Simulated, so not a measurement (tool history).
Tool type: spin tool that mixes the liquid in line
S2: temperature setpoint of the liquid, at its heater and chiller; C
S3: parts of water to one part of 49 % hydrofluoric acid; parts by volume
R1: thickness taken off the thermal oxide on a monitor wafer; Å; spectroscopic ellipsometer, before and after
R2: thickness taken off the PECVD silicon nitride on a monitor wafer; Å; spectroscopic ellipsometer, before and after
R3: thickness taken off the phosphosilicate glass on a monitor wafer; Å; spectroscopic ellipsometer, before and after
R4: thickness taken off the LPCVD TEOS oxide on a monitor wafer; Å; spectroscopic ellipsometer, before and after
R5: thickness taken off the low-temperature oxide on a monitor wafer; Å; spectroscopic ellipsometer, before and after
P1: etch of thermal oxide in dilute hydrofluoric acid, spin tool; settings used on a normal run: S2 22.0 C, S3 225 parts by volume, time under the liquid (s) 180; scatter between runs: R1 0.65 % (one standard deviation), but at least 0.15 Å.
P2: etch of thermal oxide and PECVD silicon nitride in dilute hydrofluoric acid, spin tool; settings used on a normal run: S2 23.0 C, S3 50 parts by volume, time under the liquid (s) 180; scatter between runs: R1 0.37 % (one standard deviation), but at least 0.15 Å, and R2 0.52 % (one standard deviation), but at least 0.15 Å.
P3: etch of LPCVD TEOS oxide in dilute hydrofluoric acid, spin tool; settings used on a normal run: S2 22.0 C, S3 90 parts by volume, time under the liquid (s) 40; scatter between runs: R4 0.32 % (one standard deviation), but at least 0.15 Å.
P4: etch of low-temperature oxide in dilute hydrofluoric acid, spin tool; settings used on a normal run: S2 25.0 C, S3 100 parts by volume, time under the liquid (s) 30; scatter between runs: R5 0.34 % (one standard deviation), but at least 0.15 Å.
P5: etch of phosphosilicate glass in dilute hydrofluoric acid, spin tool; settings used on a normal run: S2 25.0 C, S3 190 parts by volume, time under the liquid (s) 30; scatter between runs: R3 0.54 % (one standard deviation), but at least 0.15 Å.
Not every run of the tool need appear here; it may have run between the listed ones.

run 1 day=0.521 | process_that_ran=P1 S2=22.0 S3=225 time_under_the_liquid_(s)=180 | R1=30.727
run 2 day=0.862 | process_that_ran=P2 S2=23.0 S3=75 time_under_the_liquid_(s)=180 | R1=107.470 R2=82.142
run 3 day=1.312 | process_that_ran=P1 S2=22.0 S3=225 time_under_the_liquid_(s)=85 | R1=14.491
run 4 day=1.567 | process_that_ran=P5 S2=25.0 S3=65 time_under_the_liquid_(s)=30 | R3=637.91
run 5 day=1.883 | process_that_ran=P2 S2=23.0 S3=50 time_under_the_liquid_(s)=180 | R1=168.230 R2=121.580
run 6 day=2.125 | process_that_ran=P3 S2=22.0 S3=90 time_under_the_liquid_(s)=40 | R4=231.79
run 7 day=2.604 | process_that_ran=P4 S2=19.0 S3=100 time_under_the_liquid_(s)=30 | R5=59.227
run 8 day=2.908 | process_that_ran=P5 S2=25.0 S3=190 time_under_the_liquid_(s)=30 | R3=188.93
run 9 day=3.267 | process_that_ran=P2 S2=23.0 S3=50 time_under_the_liquid_(s)=285 | R1=267.220 R2=193.270
run 10 day=3.662 | process_that_ran=P5 S2=25.0 S3=190 time_under_the_liquid_(s)=30 | R3=187.77
run 11 day=4.162 | process_that_ran=P1 S2=22.0 S3=330 time_under_the_liquid_(s)=180 | R1=18.852
run 12 day=4.421 | process_that_ran=P1 S2=22.0 S3=225 time_under_the_liquid_(s)=285 | R1=48.405
run 13 day=4.692 | process_that_ran=P1 S2=22.0 S3=225 time_under_the_liquid_(s)=180 | R1=30.472
run 14 day=4.954 | process_that_ran=P2 S2=30.5 S3=50 time_under_the_liquid_(s)=180 | R1=226.580 R2=198.310
run 15 day=5.379 | process_that_ran=P3 S2=22.0 S3=90 time_under_the_liquid_(s)=80 | R4=463.77
-- day=5.404 hydrofluoric acid flow meter replaced
run 16 day=5.846 | process_that_ran=P1 S2=19.0 S3=130 time_under_the_liquid_(s)=180 | R1=51.080
run 17 day=6.275 | process_that_ran=P1 S2=22.0 S3=50 time_under_the_liquid_(s)=180 | R1=167.530
run 18 day=6.712 | process_that_ran=P1 S2=22.0 S3=225 time_under_the_liquid_(s)=180 | R1=30.816
run 19 day=6.983 | process_that_ran=P3 S2=29.5 S3=90 time_under_the_liquid_(s)=40 | R4=310.61
run 20 day=7.517 | process_that_ran=P4 S2=25.0 S3=100 time_under_the_liquid_(s)=30 | R5=75.404
run 21 day=7.792 | process_that_ran=P4 S2=25.0 S3=175 time_under_the_liquid_(s)=30 | R5=39.399
run 22 day=8.254 | process_that_ran=P1 S2=17.0 S3=225 time_under_the_liquid_(s)=180 | R1=25.403
run 23 day=8.621 | process_that_ran=P5 S2=18.5 S3=190 time_under_the_liquid_(s)=30 | R3=147.10

Run 24 has not been measured yet. What should we expect?
run 24 day=8.871 | process_that_ran=P1 S2=22.0 S3=225 time_under_the_liquid_(s)=180 | R1=?

Run 24 measured R1 30.365 Å.
